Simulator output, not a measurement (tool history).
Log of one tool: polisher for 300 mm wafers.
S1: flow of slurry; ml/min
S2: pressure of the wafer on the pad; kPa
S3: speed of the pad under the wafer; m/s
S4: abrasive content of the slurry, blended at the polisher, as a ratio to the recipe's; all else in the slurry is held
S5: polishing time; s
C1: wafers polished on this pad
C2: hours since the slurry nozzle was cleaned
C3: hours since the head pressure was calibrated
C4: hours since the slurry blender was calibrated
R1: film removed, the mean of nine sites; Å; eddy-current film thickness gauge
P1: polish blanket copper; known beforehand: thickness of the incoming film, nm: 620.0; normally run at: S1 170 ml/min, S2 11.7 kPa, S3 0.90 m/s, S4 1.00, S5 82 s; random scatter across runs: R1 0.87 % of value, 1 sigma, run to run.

run 1 hour=6.6 | S1=170 S2=11.7 S3=0.90 S4=1.00 S5=82 | C1=484 C2=218.6 C3=379.9 C4=217.5 | R1=1139.20
run 2 hour=18.6 | S1=170 S2=11.7 S3=0.90 S4=1.00 S5=82 | C1=594 C2=230.6 C3=391.9 C4=229.5 | R1=1159.60
run 3 hour=27.3 | S1=170 S2=11.7 S3=0.58 S4=1.00 S5=82 | C1=675 C2=239.3 C3=400.6 C4=238.2 | R1=737.05
run 4 hour=35.8 | S1=170 S2=11.7 S3=0.90 S4=1.00 S5=82 | C1=753 C2=247.8 C3=409.1 C4=246.7 | R1=1147.10
run 5 hour=44.2 | S1=170 S2=11.7 S3=0.90 S4=1.35 S5=82 | C1=831 C2=256.2 C3=417.5 C4=255.1 | R1=1209.30
run 6 hour=52.8 | S1=170 S2=15.9 S3=0.90 S4=1.00 S5=82 | C1=910 C2=264.8 C3=426.1 C4=263.7 | R1=1547.70
-- hour=55.4 head pressure recalibrated
run 7 hour=60.1 | S1=170 S2=11.7 S3=0.90 S4=1.00 S5=82 | C1=978 C2=272.1 C3=4.8 C4=271.0 | R1=1133.20
run 8 hour=72.1 | S1=260 S2=11.7 S3=0.90 S4=1.00 S5=82 | C1=1088 C2=284.1 C3=16.8 C4=283.0 | R1=1200.20
run 9 hour=81.3 | S1=170 S2=11.7 S3=0.90 S4=0.50 S5=82 | C1=1173 C2=293.3 C3=26.0 C4=292.2 | R1=972.71
run 10 hour=95.3 | S1=215 S2=11.7 S3=0.90 S4=1.00 S5=107 | C1=1302 C2=307.3 C3=40.0 C4=306.2 | R1=1554.20
run 11 hour=102.0 | S1=170 S2=11.7 S3=0.90 S4=1.00 S5=82 | C1=1364 C2=314.0 C3=46.7 C4=312.9 | R1=1148.90
run 12 hour=113.7 | S1=100 S2=11.7 S3=0.90 S4=1.00 S5=82 | C1=1472 C2=325.7 C3=58.4 C4=324.6 | R1=1018.70
-- hour=123.4 worn pad replaced by a new one
run 13 hour=126.7 | S1=170 S2=6.9 S3=0.90 S4=1.00 S5=82 | C1=30 C2=338.7 C3=71.4 C4=337.6 | R1=669.79
run 14 hour=133.6 | S1=170 S2=11.7 S3=1.30 S4=1.00 S5=82 | C1=94 C2=345.6 C3=78.3 C4=344.5 | R1=1641.00
run 15 hour=145.6 | S1=170 S2=11.7 S3=0.90 S4=1.00 S5=125 | C1=205 C2=357.6 C3=90.3 C4=356.5 | R1=1742.80
run 16 hour=158.1 | S1=170 S2=11.7 S3=0.90 S4=1.00 S5=82 | C1=320 C2=370.1 C3=102.8 C4=369.0 | R1=1134.60
run 17 hour=171.6 | S1=170 S2=11.7 S3=0.90 S4=1.00 S5=38 | C1=445 C2=383.6 C3=116.3 C4=382.5 | R1=528.95
run 18 hour=180.5 | S1=170 S2=11.7 S3=0.90 S4=1.00 S5=82 | C1=527 C2=392.5 C3=125.2 C4=391.4 | R1=1135.50
run 19 hour=186.8 | S1=170 S2=11.7 S3=0.90 S4=1.00 S5=82 | C1=585 C2=398.8 C3=131.5 C4=397.7 | R1=1124.90
run 20 hour=194.2 | S1=170 S2=11.7 S3=0.90 S4=1.00 S5=82 | C1=654 C2=406.2 C3=138.9 C4=405.1 | R1=1105.20
run 21 hour=200.7 | S1=170 S2=11.7 S3=0.90 S4=1.00 S5=82 | C1=714 C2=412.7 C3=145.4 C4=411.6 | R1=1103.80

What will run 22 give?
run 22 hour=211.0 | S1=170 S2=11.7 S3=0.90 S4=1.00 S5=82 | C1=809 C2=423.0 C3=155.7 C4=421.9 | R1=?

R1: 1075.90 Å

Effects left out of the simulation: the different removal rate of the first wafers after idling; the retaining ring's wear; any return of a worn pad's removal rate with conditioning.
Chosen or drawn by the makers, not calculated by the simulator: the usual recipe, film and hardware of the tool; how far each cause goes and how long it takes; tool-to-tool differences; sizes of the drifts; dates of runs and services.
